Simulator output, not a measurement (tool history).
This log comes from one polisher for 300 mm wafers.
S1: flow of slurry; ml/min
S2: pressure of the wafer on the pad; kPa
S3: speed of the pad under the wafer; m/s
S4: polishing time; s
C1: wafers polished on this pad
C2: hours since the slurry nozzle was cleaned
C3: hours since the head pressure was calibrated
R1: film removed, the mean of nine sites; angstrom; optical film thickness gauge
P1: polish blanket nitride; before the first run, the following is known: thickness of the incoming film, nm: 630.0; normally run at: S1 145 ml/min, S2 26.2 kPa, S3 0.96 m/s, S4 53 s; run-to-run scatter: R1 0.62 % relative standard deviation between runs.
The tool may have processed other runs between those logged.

Run 1, day 0.679: S1 145 ml/min, S2 26.2 kPa, S3 0.96 m/s, S4 53 s; C1 656; C2 121.1; C3 763.2. Result: R1 1067.4 angstrom.
Run 2, day 1.15: S1 145 ml/min, S2 26.2 kPa, S3 1.3 m/s, S4 53 s; C1 812; C2 132.4; C3 774.5. Result: R1 1354.9 angstrom.
Run 3, day 1.792: S1 145 ml/min, S2 11.7 kPa, S3 0.96 m/s, S4 53 s; C1 1025; C2 147.8; C3 789.9. Result: R1 481.1 angstrom.
Run 4, day 2.162: S1 145 ml/min, S2 26.2 kPa, S3 0.62 m/s, S4 53 s; C1 1148; C2 156.7; C3 798.8. Result: R1 754.24 angstrom.
Run 5, day 2.708: S1 215 ml/min, S2 17.2 kPa, S3 0.96 m/s, S4 53 s; C1 1329; C2 169.8; C3 811.9. Result: R1 747.61 angstrom.
Run 6, day 3.404: S1 145 ml/min, S2 26.2 kPa, S3 0.96 m/s, S4 53 s; C1 1560; C2 186.5; C3 828.6. Result: R1 1066.1 angstrom.
Run 7, day 3.992: S1 145 ml/min, S2 26.2 kPa, S3 0.96 m/s, S4 53 s; C1 1754; C2 200.6; C3 842.7. Result: R1 1071.5 angstrom.
Run 8, day 4.508: S1 145 ml/min, S2 26.2 kPa, S3 0.96 m/s, S4 74 s; C1 1926; C2 213; C3 855.1. Result: R1 1501 angstrom.
Run 9, day 4.846: S1 145 ml/min, S2 17.2 kPa, S3 0.96 m/s, S4 71 s; C1 2038; C2 221.1; C3 863.2. Result: R1 940.33 angstrom.
Run 10, day 5.35: S1 145 ml/min, S2 26.2 kPa, S3 0.96 m/s, S4 53 s; C1 2205; C2 233.2; C3 875.3. Result: R1 1066.7 angstrom.
Run 11, day 5.783: S1 195 ml/min, S2 26.2 kPa, S3 0.96 m/s, S4 53 s; C1 2349; C2 243.6; C3 885.7. Result: R1 1136.9 angstrom.
Run 12, day 6.379: S1 85 ml/min, S2 26.2 kPa, S3 0.96 m/s, S4 53 s; C1 2546; C2 257.9; C3 900. Result: R1 944.45 angstrom.
Run 13, day 6.825: S1 145 ml/min, S2 26.2 kPa, S3 0.96 m/s, S4 31 s; C1 2694; C2 268.6; C3 910.7. Result: R1 624.39 angstrom.
Run 14, day 7.212: S1 145 ml/min, S2 38.6 kPa, S3 0.96 m/s, S4 53 s; C1 2822; C2 277.9; C3 920. Result: R1 1580.4 angstrom.
Run 15, day 7.817: S1 145 ml/min, S2 26.2 kPa, S3 0.96 m/s, S4 53 s; C1 3023; C2 292.4; C3 934.5. Result: R1 1060.9 angstrom.
Run 16, day 8.167: S1 145 ml/min, S2 26.2 kPa, S3 0.96 m/s, S4 53 s; C1 3139; C2 300.8; C3 942.9. Result: R1 1043.1 angstrom.
Run 17, day 8.883: S1 145 ml/min, S2 26.2 kPa, S3 0.96 m/s, S4 53 s; C1 3376; C2 318; C3 960.1. Result: R1 1005.4 angstrom.
At day 9.254: worn pad replaced by a new one.
Run 18, day 9.35: S1 145 ml/min, S2 26.2 kPa, S3 0.96 m/s, S4 53 s; C1 32; C2 329.2; C3 971.3. Result: R1 998.33 angstrom.
Run 19, day 9.771: S1 145 ml/min, S2 26.2 kPa, S3 0.96 m/s, S4 53 s; C1 171; C2 339.3; C3 981.4. Result: R1 992.43 angstrom.
Run 20, day 10.104: S1 145 ml/min, S2 26.2 kPa, S3 0.96 m/s, S4 53 s; C1 282; C2 347.3; C3 989.4. Result: R1 999.04 angstrom.
Run 21, day 10.488: S1 145 ml/min, S2 26.2 kPa, S3 0.96 m/s, S4 53 s; C1 409; C2 356.5; C3 998.6. Result: R1 996.6 angstrom.

What P1 gives has crept away from where it was. These 2 causes fit the log equally well, each at the size given:
A: head's pressure below its setpoint, % = 7.45
B: slurry flow missing at the pad, % = 30.7
Creep in the process output first set in at about day 7.817.
Why every other cause is out:
removal rate lost through wear of the pad, %: serviced at day 9.254, after the drift had started, without restoring the earlier output

The list below offers 4 check runs, each averaging the results of 3 wafers, and shows each result as a question mark. For which of them would the listed causes give clearly different results?
Run check 1, day 10.871: S1 100 ml/min, S2 26.2 kPa, S3 0.96 m/s, S4 31 s. Result: R1 ?.
Run check 2, day 10.871: S1 145 ml/min, S2 26.2 kPa, S3 1.28 m/s, S4 53 s. Result: R1 ?.
Run check 3, day 10.871: S1 145 ml/min, S2 13.1 kPa, S3 0.96 m/s, S4 53 s. Result: R1 ?.
Run check 4, day 10.871: S1 145 ml/min, S2 14.5 kPa, S3 0.96 m/s, S4 64 s. Result: R1 ?.

How each check would come out, cause by cause:
  check  result    if A    if B
check 1      R1  534.63  518.78
check 2      R1  1244.8  1244.7
check 3      R1  494.45  494.41
check 4      R1  659.92  659.87
Minimum pairwise separation of causes per check, each pair taken at its best-separating result: check 1 3.01 %; check 2 0.01 %; check 3 0.01 %; check 4 0.01 %
Of the check runs offered, only check 1 discriminates between the causes; the rest would read about the same regardless of which cause applies.

Check 1 was then run and gave: R1 520.73 angstrom. Which cause is it?

It is B: slurry flow missing at the pad, %.
